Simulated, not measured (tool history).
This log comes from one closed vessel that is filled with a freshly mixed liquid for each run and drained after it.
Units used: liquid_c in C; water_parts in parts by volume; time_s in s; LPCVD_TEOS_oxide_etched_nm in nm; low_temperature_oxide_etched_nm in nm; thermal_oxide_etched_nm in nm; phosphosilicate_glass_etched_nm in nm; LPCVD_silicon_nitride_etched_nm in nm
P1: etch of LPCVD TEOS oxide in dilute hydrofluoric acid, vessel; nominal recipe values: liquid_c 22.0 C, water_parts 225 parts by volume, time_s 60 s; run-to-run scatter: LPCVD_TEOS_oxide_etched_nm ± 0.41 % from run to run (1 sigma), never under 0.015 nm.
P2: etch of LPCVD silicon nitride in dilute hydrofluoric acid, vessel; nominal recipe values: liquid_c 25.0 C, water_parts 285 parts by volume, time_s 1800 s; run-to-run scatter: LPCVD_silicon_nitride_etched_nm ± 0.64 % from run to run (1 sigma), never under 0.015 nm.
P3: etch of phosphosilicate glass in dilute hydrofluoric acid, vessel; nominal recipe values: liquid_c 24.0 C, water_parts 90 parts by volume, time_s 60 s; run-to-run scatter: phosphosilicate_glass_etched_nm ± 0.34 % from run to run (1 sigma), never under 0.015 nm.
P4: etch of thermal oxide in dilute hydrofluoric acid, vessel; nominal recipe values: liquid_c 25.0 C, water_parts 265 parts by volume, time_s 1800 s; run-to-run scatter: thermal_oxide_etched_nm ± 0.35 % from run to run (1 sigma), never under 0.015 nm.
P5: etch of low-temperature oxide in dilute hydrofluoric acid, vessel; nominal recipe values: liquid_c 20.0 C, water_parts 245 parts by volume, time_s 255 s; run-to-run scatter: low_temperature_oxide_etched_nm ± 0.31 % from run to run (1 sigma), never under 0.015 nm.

| run | day | process | liquid_c | water_parts | time_s | hours since the thermometer was replaced | hours since the hydrofluoric acid flow meter was replaced | LPCVD_TEOS_oxide_etched_nm | low_temperature_oxide_etched_nm | thermal_oxide_etched_nm | phosphosilicate_glass_etched_nm | LPCVD_silicon_nitride_etched_nm |
|---|---|---|---|---|---|---|---|---|---|---|---|---|
| 1 | 0.692 | P1 | 22.0 | 225 | 60 | 458.1 | 529.9 | 9.0951 |  |  |  |  |
| 2 | 1.288 | P1 | 22.0 | 225 | 30 | 472.4 | 544.2 | 4.5529 |  |  |  |  |
| 3 | 1.929 | P5 | 20.0 | 245 | 470 | 487.8 | 559.6 |  | 15.5430 |  |  |  |
| 4 | 2.254 | P4 | 25.0 | 265 | 1800 | 495.6 | 567.4 |  |  | 27.337 |  |  |
| 5 | 2.704 | P3 | 24.0 | 90 | 60 | 506.4 | 578.2 |  |  |  | 73.847 |  |
| 6 | 3.067 | P2 | 25.0 | 285 | 3160 | 515.1 | 586.9 |  |  |  |  | 6.3796 |
| 7 | 3.425 | P5 | 20.0 | 245 | 255 | 523.7 | 595.5 |  | 8.4412 |  |  |  |
| 8 | 3.804 | P2 | 25.0 | 500 | 1800 | 532.8 | 604.6 |  |  |  |  | 2.0787 |
| 9 | 4.167 | P1 | 22.0 | 225 | 60 | 541.5 | 613.3 | 9.0600 |  |  |  |  |
| 10 | 4.725 | P1 | 22.0 | 395 | 60 | 554.9 | 626.7 | 4.4381 |  |  |  |  |
| 11 | 5.329 | P1 | 17.0 | 225 | 60 | 569.4 | 641.2 | 7.5298 |  |  |  |  |
| 12 | 5.979 | P4 | 30.5 | 265 | 1800 | 585.0 | 656.8 |  |  | 33.126 |  |  |
| 13 | 6.383 | P1 | 26.0 | 325 | 60 | 594.7 | 666.5 | 6.6324 |  |  |  |  |
| 14 | 6.896 | P1 | 22.0 | 100 | 60 | 607.0 | 678.8 | 23.5020 |  |  |  |  |
| 15 | 7.225 | P5 | 17.0 | 245 | 255 | 614.9 | 686.7 |  | 7.5308 |  |  |  |
| 16 | 7.954 | P2 | 25.0 | 285 | 1800 | 632.4 | 704.2 |  |  |  |  | 3.6425 |
| 17 | 8.375 | P3 | 24.0 | 90 | 60 | 642.5 | 714.3 |  |  |  | 73.998 |  |
| 18 | 8.979 | P1 | 22.0 | 225 | 60 | 657.0 | 728.8 | 9.0779 |  |  |  |  |
| 19 | 9.642 | P1 | 22.0 | 225 | 60 | 672.9 | 744.7 | 9.0837 |  |  |  |  |
| 20 | 10.292 | P1 | 22.0 | 225 | 90 | 688.5 | 760.3 | 13.5800 |  |  |  |  |
| 21 | 10.658 | P5 | 20.0 | 245 | 255 | 697.3 | 769.1 |  | 8.4104 |  |  |  |
| 22 | 11.367 | P3 | 17.0 | 90 | 60 | 714.3 | 786.1 |  |  |  | 55.203 |  |
| 23 | 11.800 | P3 | 24.0 | 165 | 60 | 724.7 | 796.5 |  |  |  | 36.669 |  |
| 24 | 12.250 | P1 | 22.0 | 225 | 60 | 735.5 | 807.3 | 9.1667 |  |  |  |  |
| 25 | 12.850 | P4 | 25.0 | 265 | 1800 | 749.9 | 821.7 |  |  | 27.270 |  |  |
| 26 | 13.450 | P4 | 25.0 | 265 | 225 | 764.3 | 836.1 |  |  | 3.416 |  |  |
|  | 13.642 | thermometer replaced |
| 27 | 13.892 | P2 | 32.0 | 285 | 1800 | 6.0 | 846.7 |  |  |  |  | 5.4534 |
| 28 | 14.321 | P1 | 17.0 | 60 | 60 | 16.3 | 857.0 | 33.1960 |  |  |  |  |
| 29 | 14.925 | P3 | 24.0 | 90 | 110 | 30.8 | 871.5 |  |  |  | 135.800 |  |
| 30 | 15.417 | P4 | 25.0 | 50 | 1800 | 42.6 | 883.3 |  |  | 186.760 |  |  |
| 31 | 16.146 | P1 | 26.5 | 225 | 60 | 60.1 | 900.8 | 10.6450 |  |  |  |  |
| 32 | 16.550 | P5 | 20.0 | 360 | 255 | 69.8 | 910.5 |  | 5.1781 |  |  |  |
| 33 | 17.146 | P1 | 22.0 | 225 | 60 | 84.1 | 924.8 | 9.0830 |  |  |  |  |
| 34 | 17.692 | P1 | 22.0 | 225 | 60 | 97.2 | 937.9 | 8.8710 |  |  |  |  |
| 35 | 18.288 | P1 | 22.0 | 225 | 60 | 111.5 | 952.2 | 8.7513 |  |  |  |  |

For run 36, what comes out?
| 36 | 18.696 | P1 | 22.0 | 225 | 60 | 121.3 | 962.0 | ? |  |  |  |  |

Logged for run 36: LPCVD_TEOS_oxide_etched_nm 8.6096 nm.

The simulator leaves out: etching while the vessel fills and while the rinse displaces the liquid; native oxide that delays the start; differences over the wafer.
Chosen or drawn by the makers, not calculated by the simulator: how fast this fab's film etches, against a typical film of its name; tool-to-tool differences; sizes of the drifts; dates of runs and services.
